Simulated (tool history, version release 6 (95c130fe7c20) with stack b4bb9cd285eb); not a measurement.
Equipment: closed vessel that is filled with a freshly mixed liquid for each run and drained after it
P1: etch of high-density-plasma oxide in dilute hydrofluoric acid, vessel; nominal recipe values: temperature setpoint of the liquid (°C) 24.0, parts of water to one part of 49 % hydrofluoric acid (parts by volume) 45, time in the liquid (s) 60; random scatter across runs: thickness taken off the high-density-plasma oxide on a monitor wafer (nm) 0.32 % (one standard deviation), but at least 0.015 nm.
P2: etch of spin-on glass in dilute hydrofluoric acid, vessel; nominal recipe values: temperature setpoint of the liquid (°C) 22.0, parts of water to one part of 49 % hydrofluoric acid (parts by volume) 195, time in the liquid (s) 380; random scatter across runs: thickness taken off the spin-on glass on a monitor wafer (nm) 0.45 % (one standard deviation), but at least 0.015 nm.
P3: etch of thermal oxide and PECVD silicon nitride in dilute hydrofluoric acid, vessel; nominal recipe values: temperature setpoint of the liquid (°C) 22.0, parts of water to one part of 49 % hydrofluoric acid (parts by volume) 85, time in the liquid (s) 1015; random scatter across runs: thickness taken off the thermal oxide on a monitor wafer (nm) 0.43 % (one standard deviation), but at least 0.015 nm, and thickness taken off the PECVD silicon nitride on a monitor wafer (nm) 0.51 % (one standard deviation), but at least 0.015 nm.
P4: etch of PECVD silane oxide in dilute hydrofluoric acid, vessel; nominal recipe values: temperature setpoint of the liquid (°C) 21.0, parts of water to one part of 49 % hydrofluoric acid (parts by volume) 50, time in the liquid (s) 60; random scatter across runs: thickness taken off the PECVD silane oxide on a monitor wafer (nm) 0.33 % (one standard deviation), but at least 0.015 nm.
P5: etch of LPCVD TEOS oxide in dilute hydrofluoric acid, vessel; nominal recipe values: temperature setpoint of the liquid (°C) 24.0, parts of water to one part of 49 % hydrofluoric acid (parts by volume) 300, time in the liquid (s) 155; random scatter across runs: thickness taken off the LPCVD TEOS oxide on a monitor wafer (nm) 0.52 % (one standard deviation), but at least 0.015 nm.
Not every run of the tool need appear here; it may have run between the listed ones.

| run | hour | process that ran | temperature setpoint of the liquid (°C) | parts of water to one part of 49 % hydrofluoric acid (parts by volume) | time in the liquid (s) | hours since the thermometer was replaced | hours since the hydrofluoric acid flow meter was replaced | thickness taken off the high-density-plasma oxide on a monitor wafer (nm) | thickness taken off the LPCVD TEOS oxide on a monitor wafer (nm) | thickness taken off the spin-on glass on a monitor wafer (nm) | thickness taken off the PECVD silane oxide on a monitor wafer (nm) | thickness taken off the thermal oxide on a monitor wafer (nm) | thickness taken off the PECVD silicon nitride on a monitor wafer (nm) |
|---|---|---|---|---|---|---|---|---|---|---|---|---|---|
| 1 | 8.3 | P1 | 24.0 | 45 | 60 | 633.1 | 148.1 | 10.5460 |  |  |  |  |  |
| 2 | 14.8 | P5 | 17.0 | 300 | 155 | 639.6 | 154.6 |  | 17.777 |  |  |  |  |
| 3 | 25.7 | P1 | 24.0 | 45 | 60 | 650.5 | 165.5 | 10.5210 |  |  |  |  |  |
| 4 | 33.3 | P1 | 24.0 | 45 | 60 | 658.1 | 173.1 | 10.5450 |  |  |  |  |  |
| 5 | 44.5 | P2 | 22.0 | 195 | 380 | 669.3 | 184.3 |  |  | 54.667 |  |  |  |
| 6 | 57.2 | P1 | 28.5 | 25 | 60 | 682.0 | 197.0 | 23.5480 |  |  |  |  |  |
| 7 | 66.6 | P4 | 21.0 | 50 | 60 | 691.4 | 206.4 |  |  |  | 19.3200 |  |  |
| 8 | 76.2 | P1 | 24.0 | 65 | 60 | 701.0 | 216.0 | 7.1124 |  |  |  |  |  |
| 9 | 83.9 | P2 | 22.0 | 195 | 740 | 708.7 | 223.7 |  |  | 107.180 |  |  |  |
| 10 | 94.3 | P5 | 24.0 | 105 | 155 | 719.1 | 234.1 |  | 80.626 |  |  |  |  |
| 11 | 100.4 | P1 | 24.0 | 45 | 60 | 725.2 | 240.2 | 10.4980 |  |  |  |  |  |
| 12 | 107.7 | P4 | 21.0 | 50 | 30 | 732.5 | 247.5 |  |  |  | 9.7173 |  |  |
| 13 | 119.4 | P1 | 24.0 | 45 | 110 | 744.2 | 259.2 | 19.3360 |  |  |  |  |  |
| 14 | 125.1 | P5 | 24.0 | 300 | 225 | 749.9 | 264.9 |  | 33.229 |  |  |  |  |
| 15 | 135.5 | P1 | 28.0 | 45 | 60 | 760.3 | 275.3 | 12.4250 |  |  |  |  |  |
| 16 | 145.1 | P4 | 17.0 | 50 | 60 | 769.9 | 284.9 |  |  |  | 16.3360 |  |  |
| 17 | 157.3 | P3 | 22.0 | 85 | 2005 | 782.1 | 297.1 |  |  |  |  | 108.490 | 118.200 |
| 18 | 169.2 | P1 | 24.0 | 45 | 30 | 794.0 | 309.0 | 5.2735 |  |  |  |  |  |
| 19 | 180.0 | P2 | 22.0 | 50 | 380 | 804.8 | 319.8 |  |  | 254.650 |  |  |  |
| 20 | 186.3 | P1 | 24.0 | 45 | 60 | 811.1 | 326.1 | 10.5150 |  |  |  |  |  |
| 21 | 195.1 | P5 | 24.0 | 300 | 155 | 819.9 | 334.9 |  | 22.946 |  |  |  |  |
| 22 | 204.9 | P2 | 17.0 | 195 | 380 | 829.7 | 344.7 |  |  | 45.456 |  |  |  |
| 23 | 215.3 | P4 | 21.0 | 75 | 60 | 840.1 | 355.1 |  |  |  | 12.5510 |  |  |
| 24 | 226.6 | P1 | 24.0 | 65 | 30 | 851.4 | 366.4 | 3.5522 |  |  |  |  |  |
| 25 | 238.5 | P3 | 17.0 | 85 | 1015 | 863.3 | 378.3 |  |  |  |  | 44.207 | 42.371 |
|  | 243.0 | hydrofluoric acid flow meter replaced |
| 26 | 250.2 | P4 | 21.0 | 50 | 60 | 875.0 | 7.3 |  |  |  | 19.4420 |  |  |
| 27 | 256.1 | P3 | 22.0 | 20 | 1015 | 880.9 | 13.2 |  |  |  |  | 251.010 | 243.230 |
| 28 | 261.9 | P1 | 24.0 | 20 | 60 | 886.7 | 19.0 | 24.6430 |  |  |  |  |  |
| 29 | 272.8 | P1 | 17.0 | 45 | 60 | 897.6 | 29.9 | 7.8415 |  |  |  |  |  |
| 30 | 279.1 | P3 | 22.0 | 85 | 1015 | 903.9 | 36.2 |  |  |  |  | 54.852 | 59.762 |
| 31 | 291.9 | P1 | 20.5 | 60 | 60 | 916.7 | 49.0 | 6.7431 |  |  |  |  |  |
| 32 | 299.1 | P1 | 24.0 | 45 | 60 | 923.9 | 56.2 | 10.5620 |  |  |  |  |  |
| 33 | 311.2 | P1 | 24.0 | 45 | 60 | 936.0 | 68.3 | 10.2550 |  |  |  |  |  |
| 34 | 321.0 | P1 | 24.0 | 45 | 60 | 945.8 | 78.1 | 10.1160 |  |  |  |  |  |
| 35 | 330.8 | P1 | 24.0 | 45 | 60 | 955.6 | 87.9 | 9.9507 |  |  |  |  |  |
| 36 | 343.3 | P1 | 24.0 | 45 | 60 | 968.1 | 100.4 | 9.9442 |  |  |  |  |  |
| 37 | 354.1 | P1 | 24.0 | 45 | 60 | 978.9 | 111.2 | 9.8723 |  |  |  |  |  |
| 38 | 366.7 | P1 | 24.0 | 45 | 60 | 991.5 | 123.8 | 9.8392 |  |  |  |  |  |
| 39 | 376.1 | P1 | 24.0 | 45 | 60 | 1000.9 | 133.2 | 9.8425 |  |  |  |  |  |

What P1 gives has crept away from where it was. These 2 causes fit the log equally well, each at the size given:
A: liquid colder than its thermometer reads (K) = 1.7
B: hydrofluoric acid flow below the setpoint (%) = 6.42
The process output started creeping at around hour 299.1.

Consider the 4 single-wafer check runs listed below, results given as question marks: which one distinguishes between the causes by giving clearly different results for each?
| check 1 | 385.5 | P2 | 17.0 | 100 | 380 |  |  |  |  | ? |  |  |  |
| check 2 | 385.5 | P3 | 22.0 | 20 | 1830 |  |  |  |  |  |  | ? | ? |
| check 3 | 385.5 | P5 | 20.0 | 125 | 155 |  |  |  | ? |  |  |  |  |
| check 4 | 385.5 | P4 | 17.0 | 50 | 30 |  |  |  |  |  | ? |  |  |

Outcome of each check run for each possible cause:
| check | result | if A | if B |
|---|---|---|---|
| check 1 | thickness taken off the spin-on glass on a monitor wafer (nm) | 90.142 | 90.036 |
| check 2 | thickness taken off the thermal oxide on a monitor wafer (nm) | 420.900 | 423.110 |
| check 2 | thickness taken off the PECVD silicon nitride on a monitor wafer (nm) | 388.430 | 410.720 |
| check 3 | thickness taken off the LPCVD TEOS oxide on a monitor wafer (nm) | 52.453 | 52.123 |
| check 4 | thickness taken off the PECVD silane oxide on a monitor wafer (nm) | 7.6043 | 7.6367 |
Gap, in per cent, between the two causes that each check separates least, read from the result that separates them most: check 1 0.12 %; check 2 5.58 %; check 3 0.63 %; check 4 0.43 %
Check 2 is the one run that separates the causes; every other check would come out nearly the same whichever cause is at work.

After running check 2, the following was obtained: thickness taken off the thermal oxide on a monitor wafer (nm) 425.370; thickness taken off the PECVD silicon nitride on a monitor wafer (nm) 411.480. Which cause does this point to?

The cause is B: hydrofluoric acid flow below the setpoint (%).
